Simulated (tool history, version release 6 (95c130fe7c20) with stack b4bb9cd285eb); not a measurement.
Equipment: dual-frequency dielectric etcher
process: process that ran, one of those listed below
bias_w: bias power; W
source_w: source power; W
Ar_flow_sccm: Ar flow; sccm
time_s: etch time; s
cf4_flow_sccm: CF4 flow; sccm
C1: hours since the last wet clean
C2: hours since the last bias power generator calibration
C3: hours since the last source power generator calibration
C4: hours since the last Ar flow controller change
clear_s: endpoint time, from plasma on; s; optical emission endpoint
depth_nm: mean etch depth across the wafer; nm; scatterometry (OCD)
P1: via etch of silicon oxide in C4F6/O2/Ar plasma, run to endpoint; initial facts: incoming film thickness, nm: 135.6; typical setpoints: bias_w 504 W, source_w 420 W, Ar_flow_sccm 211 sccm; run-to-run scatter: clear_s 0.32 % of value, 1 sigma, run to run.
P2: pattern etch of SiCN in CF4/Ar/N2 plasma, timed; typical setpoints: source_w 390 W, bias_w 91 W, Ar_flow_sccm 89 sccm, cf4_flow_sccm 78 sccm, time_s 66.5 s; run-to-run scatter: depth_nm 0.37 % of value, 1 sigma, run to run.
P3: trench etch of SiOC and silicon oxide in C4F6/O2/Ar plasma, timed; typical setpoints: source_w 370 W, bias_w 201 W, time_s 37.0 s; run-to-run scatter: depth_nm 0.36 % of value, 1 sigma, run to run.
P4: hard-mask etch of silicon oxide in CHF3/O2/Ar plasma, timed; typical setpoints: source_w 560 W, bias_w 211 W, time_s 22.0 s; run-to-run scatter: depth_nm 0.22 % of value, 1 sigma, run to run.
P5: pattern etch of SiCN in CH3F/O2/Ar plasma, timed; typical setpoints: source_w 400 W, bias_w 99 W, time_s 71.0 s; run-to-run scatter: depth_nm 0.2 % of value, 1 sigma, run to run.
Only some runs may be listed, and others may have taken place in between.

Run 1, hour 12.5: process P1, bias_w 504 W, source_w 420 W, Ar_flow_sccm 211 sccm; C1 422.3; C2 562.5; C3 668.6; C4 497.7. Result: clear_s 28.587 s.
Run 2, hour 26.7: process P1, bias_w 307 W, source_w 420 W, Ar_flow_sccm 211 sccm; C1 436.5; C2 576.7; C3 682.8; C4 511.9. Result: clear_s 34.284 s.
Run 3, hour 37.5: process P4, bias_w 211 W, source_w 560 W, time_s 12.0 s; C1 447.3; C2 587.5; C3 693.6; C4 522.7. Result: depth_nm 24.671 nm.
Run 4, hour 45.7: process P3, bias_w 201 W, source_w 370 W, time_s 37.0 s; C1 455.5; C2 595.7; C3 701.8; C4 530.9. Result: depth_nm 74.065 nm.
Run 5, hour 58.4: process P5, bias_w 99 W, source_w 530 W, time_s 71.0 s; C1 468.2; C2 608.4; C3 714.5; C4 543.6. Result: depth_nm 33.873 nm.
Run 6, hour 66.1: process P1, bias_w 626 W, source_w 420 W, Ar_flow_sccm 211 sccm; C1 475.9; C2 616.1; C3 722.2; C4 551.3. Result: clear_s 26.314 s.
Run 7, hour 78.0: process P1, bias_w 504 W, source_w 570 W, Ar_flow_sccm 211 sccm; C1 487.8; C2 628.0; C3 734.1; C4 563.2. Result: clear_s 25.409 s.
Run 8, hour 90.8: process P3, bias_w 269 W, source_w 370 W, time_s 37.0 s; C1 500.6; C2 640.8; C3 746.9; C4 576.0. Result: depth_nm 82.211 nm.
Run 9, hour 98.0: process P4, bias_w 211 W, source_w 560 W, time_s 22.0 s; C1 507.8; C2 648.0; C3 754.1; C4 583.2. Result: depth_nm 45.412 nm.
Run 10, hour 108.6: process P2, bias_w 73 W, source_w 390 W, Ar_flow_sccm 89 sccm, time_s 66.5 s, cf4_flow_sccm 78 sccm; C1 518.4; C2 658.6; C3 764.7; C4 593.8. Result: depth_nm 52.265 nm.
Run 11, hour 117.5: process P1, bias_w 504 W, source_w 320 W, Ar_flow_sccm 211 sccm; C1 527.3; C2 667.5; C3 773.6; C4 602.7. Result: clear_s 31.498 s.
Run 12, hour 126.2: process P2, bias_w 91 W, source_w 390 W, Ar_flow_sccm 89 sccm, time_s 66.5 s, cf4_flow_sccm 78 sccm; C1 536.0; C2 676.2; C3 782.3; C4 611.4. Result: depth_nm 56.162 nm.
Run 13, hour 133.0: process P2, bias_w 91 W, source_w 520 W, Ar_flow_sccm 89 sccm, time_s 66.5 s, cf4_flow_sccm 78 sccm; C1 542.8; C2 683.0; C3 789.1; C4 618.2. Result: depth_nm 72.187 nm.
Run 14, hour 144.1: process P1, bias_w 504 W, source_w 420 W, Ar_flow_sccm 211 sccm; C1 553.9; C2 694.1; C3 800.2; C4 629.3. Result: clear_s 28.649 s.
Run 15, hour 158.3: process P5, bias_w 74 W, source_w 400 W, time_s 71.0 s; C1 568.1; C2 708.3; C3 814.4; C4 643.5. Result: depth_nm 27.413 nm.
At hour 162.8: bias power generator calibrated.
Run 16, hour 165.0: process P1, bias_w 504 W, source_w 420 W, Ar_flow_sccm 153 sccm; C1 574.8; C2 2.3; C3 821.1; C4 650.2. Result: clear_s 27.523 s.
Run 17, hour 175.4: process P3, bias_w 201 W, source_w 370 W, time_s 28.0 s; C1 585.2; C2 12.7; C3 831.5; C4 660.6. Result: depth_nm 56.190 nm.
Run 18, hour 187.6: process P2, bias_w 91 W, source_w 390 W, Ar_flow_sccm 123 sccm, time_s 66.5 s, cf4_flow_sccm 78 sccm; C1 597.4; C2 24.9; C3 843.7; C4 672.8. Result: depth_nm 54.311 nm.
Run 19, hour 194.0: process P1, bias_w 504 W, source_w 420 W, Ar_flow_sccm 211 sccm; C1 603.8; C2 31.3; C3 850.1; C4 679.2. Result: clear_s 28.723 s.
Run 20, hour 208.4: process P5, bias_w 99 W, source_w 400 W, time_s 71.0 s; C1 618.2; C2 45.7; C3 864.5; C4 693.6. Result: depth_nm 30.650 nm.
Run 21, hour 220.2: process P5, bias_w 99 W, source_w 400 W, time_s 41.0 s; C1 630.0; C2 57.5; C3 876.3; C4 705.4. Result: depth_nm 17.656 nm.
Run 22, hour 233.4: process P1, bias_w 504 W, source_w 580 W, Ar_flow_sccm 144 sccm; C1 643.2; C2 70.7; C3 889.5; C4 718.6. Result: clear_s 24.404 s.
Run 23, hour 247.2: process P1, bias_w 504 W, source_w 420 W, Ar_flow_sccm 294 sccm; C1 657.0; C2 84.5; C3 903.3; C4 732.4. Result: clear_s 29.824 s.
Run 24, hour 260.9: process P1, bias_w 504 W, source_w 420 W, Ar_flow_sccm 211 sccm; C1 670.7; C2 98.2; C3 917.0; C4 746.1. Result: clear_s 28.817 s.
Run 25, hour 269.6: process P1, bias_w 504 W, source_w 420 W, Ar_flow_sccm 211 sccm; C1 679.4; C2 106.9; C3 925.7; C4 754.8. Result: clear_s 28.715 s.
Run 26, hour 277.5: process P2, bias_w 91 W, source_w 390 W, Ar_flow_sccm 89 sccm, time_s 66.5 s, cf4_flow_sccm 78 sccm; C1 687.3; C2 114.8; C3 933.6; C4 762.7. Result: depth_nm 56.579 nm.
Run 27, hour 291.0: process P3, bias_w 201 W, source_w 270 W, time_s 37.0 s; C1 700.8; C2 128.3; C3 947.1; C4 776.2. Result: depth_nm 66.091 nm.
Run 28, hour 303.4: process P4, bias_w 211 W, source_w 780 W, time_s 22.0 s; C1 713.2; C2 140.7; C3 959.5; C4 788.6. Result: depth_nm 51.110 nm.
Run 29, hour 309.7: process P4, bias_w 275 W, source_w 560 W, time_s 22.0 s; C1 719.5; C2 147.0; C3 965.8; C4 794.9. Result: depth_nm 49.838 nm.
Run 30, hour 318.4: process P2, bias_w 91 W, source_w 390 W, Ar_flow_sccm 89 sccm, time_s 50.5 s, cf4_flow_sccm 78 sccm; C1 728.2; C2 155.7; C3 974.5; C4 803.6. Result: depth_nm 42.724 nm.
Run 31, hour 327.4: process P2, bias_w 91 W, source_w 390 W, Ar_flow_sccm 89 sccm, time_s 66.5 s, cf4_flow_sccm 56 sccm; C1 737.2; C2 164.7; C3 983.5; C4 812.6. Result: depth_nm 53.791 nm.
Run 32, hour 340.8: process P1, bias_w 504 W, source_w 420 W, Ar_flow_sccm 211 sccm; C1 750.6; C2 178.1; C3 996.9; C4 826.0. Result: clear_s 28.880 s.
Run 33, hour 354.7: process P1, bias_w 504 W, source_w 420 W, Ar_flow_sccm 211 sccm; C1 764.5; C2 192.0; C3 1010.8; C4 839.9. Result: clear_s 28.856 s.
Run 34, hour 364.5: process P1, bias_w 504 W, source_w 420 W, Ar_flow_sccm 211 sccm; C1 774.3; C2 201.8; C3 1020.6; C4 849.7. Result: clear_s 28.880 s.
Run 35, hour 374.6: process P1, bias_w 504 W, source_w 420 W, Ar_flow_sccm 211 sccm; C1 784.4; C2 211.9; C3 1030.7; C4 859.8. Result: clear_s 28.963 s.
At hour 381.1: wet clean of the chamber.
Run 36, hour 383.1: process P1, bias_w 504 W, source_w 420 W, Ar_flow_sccm 211 sccm; C1 2.1; C2 220.4; C3 1039.2; C4 868.3. Result: clear_s 29.165 s.
Run 37, hour 395.2: process P1, bias_w 504 W, source_w 420 W, Ar_flow_sccm 211 sccm; C1 14.2; C2 232.5; C3 1051.3; C4 880.4. Result: clear_s 29.051 s.
At hour 397.5: Ar flow controller replaced.
Run 38, hour 408.7: process P1, bias_w 504 W, source_w 420 W, Ar_flow_sccm 211 sccm; C1 27.7; C2 246.0; C3 1064.8; C4 11.3. Result: clear_s 28.978 s.
Run 39, hour 418.5: process P1, bias_w 504 W, source_w 420 W, Ar_flow_sccm 211 sccm; C1 37.5; C2 255.8; C3 1074.6; C4 21.1. Result: clear_s 29.074 s.
Run 40, hour 426.9: process P1, bias_w 504 W, source_w 420 W, Ar_flow_sccm 211 sccm; C1 45.9; C2 264.2; C3 1083.0; C4 29.5. Result: clear_s 28.965 s.
Run 41, hour 434.1: process P1, bias_w 504 W, source_w 420 W, Ar_flow_sccm 211 sccm; C1 53.1; C2 271.4; C3 1090.2; C4 36.7. Result: clear_s 29.041 s.
Run 42, hour 440.9: process P1, bias_w 504 W, source_w 420 W, Ar_flow_sccm 211 sccm; C1 59.9; C2 278.2; C3 1097.0; C4 43.5. Result: clear_s 29.170 s.
Run 43, hour 453.0: process P1, bias_w 504 W, source_w 420 W, Ar_flow_sccm 211 sccm; C1 72.0; C2 290.3; C3 1109.1; C4 55.6. Result: clear_s 29.161 s.

Something has made what P1 gives creep away from where it was; the 2 causes below, each at its own stated size, fit the log equally well:
A: bias power that arrives under what is set, % = 4.21
B: source power that arrives under what is set, % = 4.24
Creep in the process output first set in at about hour 340.8.
Excluded causes, each with its reason:
chamber walls in a state that lowers the etch rate, %: maintenance at hour 381.1, after the shift began, did not return the process to its former output
Ar flow that arrives over what is set, %: maintenance at hour 397.5, after the shift began, did not return the process to its former output

Each of the check runs listed below is run on 2 wafers and reports their average, with the results left as question marks. Pick the one under which the possible causes would lead to clearly different results.
Run check 1, hour 465.1: process P2, bias_w 91 W, source_w 390 W, Ar_flow_sccm 89 sccm, time_s 66.5 s, cf4_flow_sccm 78 sccm. Result: depth_nm ?.
Run check 2, hour 465.1: process P5, bias_w 99 W, source_w 400 W, time_s 71.0 s. Result: depth_nm ?.
Run check 3, hour 465.1: process P4, bias_w 211 W, source_w 560 W, time_s 22.0 s. Result: depth_nm ?.
Run check 4, hour 465.1: process P3, bias_w 201 W, source_w 370 W, time_s 37.0 s. Result: depth_nm ?.

Outcome of each check run for each possible cause:
  check    result    if A    if B
check 1  depth_nm  55.582  54.334
check 2  depth_nm  30.089  30.094
check 3  depth_nm  44.700  44.634
check 4  depth_nm  73.319  73.117
Separation of the two closest causes in each check, using whichever result separates them best: check 1 2.27 %; check 2 0.02 %; check 3 0.15 %; check 4 0.28 %
Of the check runs offered, only check 1 discriminates between the causes; the rest would read about the same regardless of which cause applies.

Check 1 was carried out, with these results: depth_nm 54.382 nm. Which of the listed causes is responsible?

It is B: source power that arrives under what is set, %.

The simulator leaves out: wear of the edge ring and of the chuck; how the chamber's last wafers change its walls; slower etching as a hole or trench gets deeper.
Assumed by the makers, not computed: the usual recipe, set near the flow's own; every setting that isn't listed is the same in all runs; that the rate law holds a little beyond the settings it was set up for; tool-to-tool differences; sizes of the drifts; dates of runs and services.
